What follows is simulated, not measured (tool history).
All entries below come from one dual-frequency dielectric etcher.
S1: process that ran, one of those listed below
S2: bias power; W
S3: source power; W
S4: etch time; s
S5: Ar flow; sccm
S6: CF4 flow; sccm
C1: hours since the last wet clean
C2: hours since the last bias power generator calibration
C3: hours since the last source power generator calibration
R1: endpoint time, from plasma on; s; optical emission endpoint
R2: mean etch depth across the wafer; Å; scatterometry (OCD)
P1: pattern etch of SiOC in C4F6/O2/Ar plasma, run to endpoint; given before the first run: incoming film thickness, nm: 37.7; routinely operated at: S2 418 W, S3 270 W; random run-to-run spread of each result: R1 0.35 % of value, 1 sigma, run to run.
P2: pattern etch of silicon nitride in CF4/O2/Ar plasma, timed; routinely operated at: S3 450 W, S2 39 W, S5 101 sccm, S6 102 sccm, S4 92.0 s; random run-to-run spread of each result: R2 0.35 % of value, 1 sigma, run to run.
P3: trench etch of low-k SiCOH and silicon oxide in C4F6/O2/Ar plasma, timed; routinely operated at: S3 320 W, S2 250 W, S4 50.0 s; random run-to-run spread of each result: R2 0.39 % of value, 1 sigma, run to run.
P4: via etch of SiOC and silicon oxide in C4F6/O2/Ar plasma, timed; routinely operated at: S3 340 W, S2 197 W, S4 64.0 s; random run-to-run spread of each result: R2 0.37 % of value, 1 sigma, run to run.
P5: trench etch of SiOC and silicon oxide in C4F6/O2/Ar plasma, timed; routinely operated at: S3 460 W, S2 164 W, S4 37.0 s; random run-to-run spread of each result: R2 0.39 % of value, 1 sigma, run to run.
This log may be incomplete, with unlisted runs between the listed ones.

{"run": 1, "hour": 4.5, "S1": "P1", "S2": 418, "S3": 270, "C1": 318.1, "C2": 906.5, "C3": 785.3, "R1": 15.736}
{"run": 2, "hour": 8.8, "S1": "P3", "S2": 250, "S3": 320, "S4": 50.0, "C1": 322.4, "C2": 910.8, "C3": 789.6, "R2": 1694.5}
{"run": 3, "hour": 14.1, "S1": "P3", "S2": 250, "S3": 320, "S4": 63.0, "C1": 327.7, "C2": 916.1, "C3": 794.9, "R2": 2152.5}
{"run": 4, "hour": 18.3, "S1": "P2", "S2": 39, "S3": 320, "S4": 92.0, "S5": 101, "S6": 102, "C1": 331.9, "C2": 920.3, "C3": 799.1, "R2": 1101.1}
{"run": 5, "hour": 23.2, "S1": "P2", "S2": 39, "S3": 450, "S4": 92.0, "S5": 72, "S6": 102, "C1": 336.8, "C2": 925.2, "C3": 804.0, "R2": 1551.0}
{"run": 6, "hour": 27.9, "S1": "P5", "S2": 164, "S3": 620, "S4": 37.0, "C1": 341.5, "C2": 929.9, "C3": 808.7, "R2": 829.47}
{"run": 7, "hour": 35.8, "S1": "P2", "S2": 39, "S3": 450, "S4": 122.0, "S5": 101, "S6": 102, "C1": 349.4, "C2": 937.8, "C3": 816.6, "R2": 1973.3}
{"run": 8, "hour": 43.3, "S1": "P1", "S2": 418, "S3": 270, "C1": 356.9, "C2": 945.3, "C3": 824.1, "R1": 15.764}
{"run": 9, "hour": 49.0, "S1": "P4", "S2": 197, "S3": 340, "S4": 80.0, "C1": 362.6, "C2": 951.0, "C3": 829.8, "R2": 889.28}
{"run": 10, "hour": 54.5, "S1": "P1", "S2": 418, "S3": 270, "C1": 368.1, "C2": 956.5, "C3": 835.3, "R1": 15.734}
{"run": 11, "hour": 59.1, "S1": "P4", "S2": 197, "S3": 340, "S4": 64.0, "C1": 372.7, "C2": 961.1, "C3": 839.9, "R2": 710.94}
{"run": 12, "hour": 63.9, "S1": "P3", "S2": 341, "S3": 320, "S4": 50.0, "C1": 377.5, "C2": 965.9, "C3": 844.7, "R2": 1884.3}
{"run": 13, "hour": 68.4, "S1": "P2", "S2": 39, "S3": 450, "S4": 92.0, "S5": 101, "S6": 69, "C1": 382.0, "C2": 970.4, "C3": 849.2, "R2": 1411.7}
{"run": 14, "hour": 72.0, "S1": "P5", "S2": 119, "S3": 460, "S4": 37.0, "C1": 385.6, "C2": 974.0, "C3": 852.8, "R2": 674.53}
{"run": 15, "hour": 77.3, "S1": "P4", "S2": 197, "S3": 210, "S4": 64.0, "C1": 390.9, "C2": 979.3, "C3": 858.1, "R2": 588.0}
{"run": 16, "hour": 81.8, "S1": "P4", "S2": 197, "S3": 340, "S4": 64.0, "C1": 395.4, "C2": 983.8, "C3": 862.6, "R2": 709.67}
{"run": 17, "hour": 88.2, "S1": "P1", "S2": 418, "S3": 210, "C1": 401.8, "C2": 990.2, "C3": 869.0, "R1": 17.247}
{"run": 18, "hour": 93.5, "S1": "P5", "S2": 164, "S3": 460, "S4": 37.0, "C1": 407.1, "C2": 995.5, "C3": 874.3, "R2": 743.16}
{"run": 19, "hour": 98.3, "S1": "P1", "S2": 418, "S3": 330, "C1": 411.9, "C2": 1000.3, "C3": 879.1, "R1": 14.697}
{"run": 20, "hour": 104.1, "S1": "P1", "S2": 418, "S3": 270, "C1": 417.7, "C2": 1006.1, "C3": 884.9, "R1": 15.735}
{"run": 21, "hour": 108.8, "S1": "P4", "S2": 259, "S3": 340, "S4": 64.0, "C1": 422.4, "C2": 1010.8, "C3": 889.6, "R2": 783.5}
{"run": 22, "hour": 115.7, "S1": "P5", "S2": 164, "S3": 460, "S4": 37.0, "C1": 429.3, "C2": 1017.7, "C3": 896.5, "R2": 741.25}
{"run": 23, "hour": 120.8, "S1": "P2", "S2": 30, "S3": 450, "S4": 92.0, "S5": 101, "S6": 102, "C1": 434.4, "C2": 1022.8, "C3": 901.6, "R2": 1352.6}
{"run": 24, "hour": 126.6, "S1": "P1", "S2": 293, "S3": 210, "C1": 440.2, "C2": 1028.6, "C3": 907.4, "R1": 19.693}
{"run": 25, "hour": 134.2, "S1": "P1", "S2": 314, "S3": 270, "C1": 447.8, "C2": 1036.2, "C3": 915.0, "R1": 17.5}
{"run": 26, "hour": 139.4, "S1": "P1", "S2": 546, "S3": 270, "C1": 453.0, "C2": 1041.4, "C3": 920.2, "R1": 14.231}
{"run": 27, "hour": 145.6, "S1": "P5", "S2": 164, "S3": 460, "S4": 50.5, "C1": 459.2, "C2": 1047.6, "C3": 926.4, "R2": 1005.7}
{"run": 28, "hour": 151.6, "S1": "P3", "S2": 250, "S3": 190, "S4": 50.0, "C1": 465.2, "C2": 1053.6, "C3": 932.4, "R2": 1395.0}
{"run": 29, "hour": 157.6, "S1": "P2", "S2": 39, "S3": 450, "S4": 92.0, "S5": 101, "S6": 102, "C1": 471.2, "C2": 1059.6, "C3": 938.4, "R2": 1479.5}
{"run": 30, "hour": 164.8, "S1": "P1", "S2": 418, "S3": 270, "C1": 478.4, "C2": 1066.8, "C3": 945.6, "R1": 15.802}
{"run": 31, "hour": 168.8, "S1": "P1", "S2": 418, "S3": 270, "C1": 482.4, "C2": 1070.8, "C3": 949.6, "R1": 15.788}
{"run": 32, "hour": 175.6, "S1": "P1", "S2": 418, "S3": 270, "C1": 489.2, "C2": 1077.6, "C3": 956.4, "R1": 15.995}
{"run": 33, "hour": 182.9, "S1": "P1", "S2": 418, "S3": 270, "C1": 496.5, "C2": 1084.9, "C3": 963.7, "R1": 15.957}
{"hour": 185.4, "done": "wet clean of the chamber"}
{"run": 34, "hour": 187.0, "S1": "P1", "S2": 418, "S3": 270, "C1": 1.6, "C2": 1089.0, "C3": 967.8, "R1": 15.842}
{"run": 35, "hour": 193.3, "S1": "P1", "S2": 418, "S3": 270, "C1": 7.9, "C2": 1095.3, "C3": 974.1, "R1": 15.961}
{"run": 36, "hour": 197.9, "S1": "P1", "S2": 418, "S3": 270, "C1": 12.5, "C2": 1099.9, "C3": 978.7, "R1": 15.981}
{"run": 37, "hour": 203.0, "S1": "P1", "S2": 418, "S3": 270, "C1": 17.6, "C2": 1105.0, "C3": 983.8, "R1": 16.036}
{"run": 38, "hour": 206.9, "S1": "P1", "S2": 418, "S3": 270, "C1": 21.5, "C2": 1108.9, "C3": 987.7, "R1": 15.998}

What P1 gives has crept away from where it was. These 2 causes fit the log equally well, each at the size given:
A: bias power that arrives under what is set, % = 4.57
B: source power that arrives under what is set, % = 4.57
Onset of the creep was near hour 164.8.
The rest of the possible causes, and what rules out each one:
chamber walls in a state that lowers the etch rate, %: serviced after onset, at hour 185.4, with no recovery of the prior output

Question marks stand in for the results of the 4 check runs listed below, each run on one wafer. Under which run would the listed causes show clearly different results?
{"run": "check 1", "hour": 210.8, "S1": "P2", "S2": 30, "S3": 370, "S4": 92.0, "S5": 101, "S6": 102, "R2": "?"}
{"run": "check 2", "hour": 210.8, "S1": "P3", "S2": 315, "S3": 240, "S4": 50.0, "R2": "?"}
{"run": "check 3", "hour": 210.8, "S1": "P5", "S2": 130, "S3": 460, "S4": 37.0, "R2": "?"}
{"run": "check 4", "hour": 210.8, "S1": "P4", "S2": 197, "S3": 220, "S4": 77.0, "R2": "?"}

What each check would give under each cause:
check=check_1 result=R2 if_A=1124.00 if_B=1095.70
check=check_2 result=R2 if_A=1624.60 if_B=1623.60
check=check_3 result=R2 if_A=680.40 if_B=676.90
check=check_4 result=R2 if_A=714.05 if_B=712.69
Per check, the gap between the least separated pair of causes, taken in the result that splits them most: check 1 2.55 %; check 2 0.06 %; check 3 0.52 %; check 4 0.19 %
Check 1 tells the causes apart: in the others they would give nearly the same result.

Check 1 has now been run. It gave: R2 1126.90 Å. Which of the candidate causes is it?

Of the candidate causes, it is A: bias power that arrives under what is set, %.
